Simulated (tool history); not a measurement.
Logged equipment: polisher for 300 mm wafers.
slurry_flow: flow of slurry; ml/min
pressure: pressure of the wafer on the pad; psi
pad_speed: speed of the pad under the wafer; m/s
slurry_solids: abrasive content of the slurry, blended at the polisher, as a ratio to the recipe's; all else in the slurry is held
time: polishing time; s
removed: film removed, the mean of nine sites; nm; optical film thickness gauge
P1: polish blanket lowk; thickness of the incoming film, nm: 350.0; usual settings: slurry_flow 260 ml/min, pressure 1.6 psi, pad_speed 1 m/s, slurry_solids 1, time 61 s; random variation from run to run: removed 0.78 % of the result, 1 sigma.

| run | hour | slurry_flow | pressure | pad_speed | slurry_solids | time | removed |
|---|---|---|---|---|---|---|---|
| 1 | 6.6 | 260 | 1.6 | 1 | 1 | 61 | 22.434 |
| 2 | 11.9 | 260 | 1.6 | 1.56 | 1 | 61 | 32.038 |
| 3 | 22.1 | 155 | 1.6 | 1 | 1 | 61 | 20.801 |
| 4 | 29.1 | 350 | 1.6 | 1 | 1 | 61 | 23.072 |
| 5 | 34.5 | 260 | 1 | 1 | 1 | 61 | 13.908 |
|  | 39.8 | conditioning disc replaced and pad reconditioned |
| 6 | 43.3 | 260 | 1.6 | 1 | 1 | 27 | 9.9095 |
| 7 | 49.7 | 260 | 1.6 | 1 | 0.5 | 61 | 15.141 |
| 8 | 57 | 260 | 1.6 | 1 | 1 | 61 | 22.272 |
| 9 | 63.8 | 260 | 1.6 | 1 | 1 | 61 | 22.519 |
| 10 | 72.7 | 355 | 0.7 | 1 | 1 | 61 | 9.9383 |
| 11 | 80.3 | 260 | 1.6 | 1 | 1 | 61 | 22.393 |
| 12 | 87.6 | 260 | 1.6 | 1 | 1.3 | 61 | 24.854 |
| 13 | 94 | 260 | 1.6 | 1 | 1 | 61 | 22.24 |
| 14 | 103.5 | 260 | 1.6 | 1 | 1 | 93 | 34.181 |
| 15 | 108.5 | 260 | 2.5 | 1 | 1 | 61 | 35.044 |
| 16 | 113.7 | 260 | 1.6 | 0.68 | 1 | 61 | 16.407 |
| 17 | 121.9 | 260 | 1.6 | 1 | 1 | 61 | 22.159 |
| 18 | 131.1 | 260 | 1.6 | 1 | 1 | 61 | 21.618 |
| 19 | 136.5 | 260 | 1.6 | 1 | 1 | 61 | 21.098 |
| 20 | 141.2 | 260 | 1.6 | 1 | 1 | 61 | 21.051 |
| 21 | 151.1 | 260 | 1.6 | 1 | 1 | 61 | 21.001 |
|  | 153.5 | conditioning disc replaced and pad reconditioned |
| 22 | 160.6 | 260 | 1.6 | 1 | 1 | 61 | 20.652 |

For run 23, what comes out?
|  | 161.8 | worn pad replaced by a new one |
|  | 165.2 | slurry nozzle cleaned |
| 23 | 165.4 | 260 | 1.6 | 1 | 1 | 61 | ? |

Run 23 yielded removed 20.373 nm.

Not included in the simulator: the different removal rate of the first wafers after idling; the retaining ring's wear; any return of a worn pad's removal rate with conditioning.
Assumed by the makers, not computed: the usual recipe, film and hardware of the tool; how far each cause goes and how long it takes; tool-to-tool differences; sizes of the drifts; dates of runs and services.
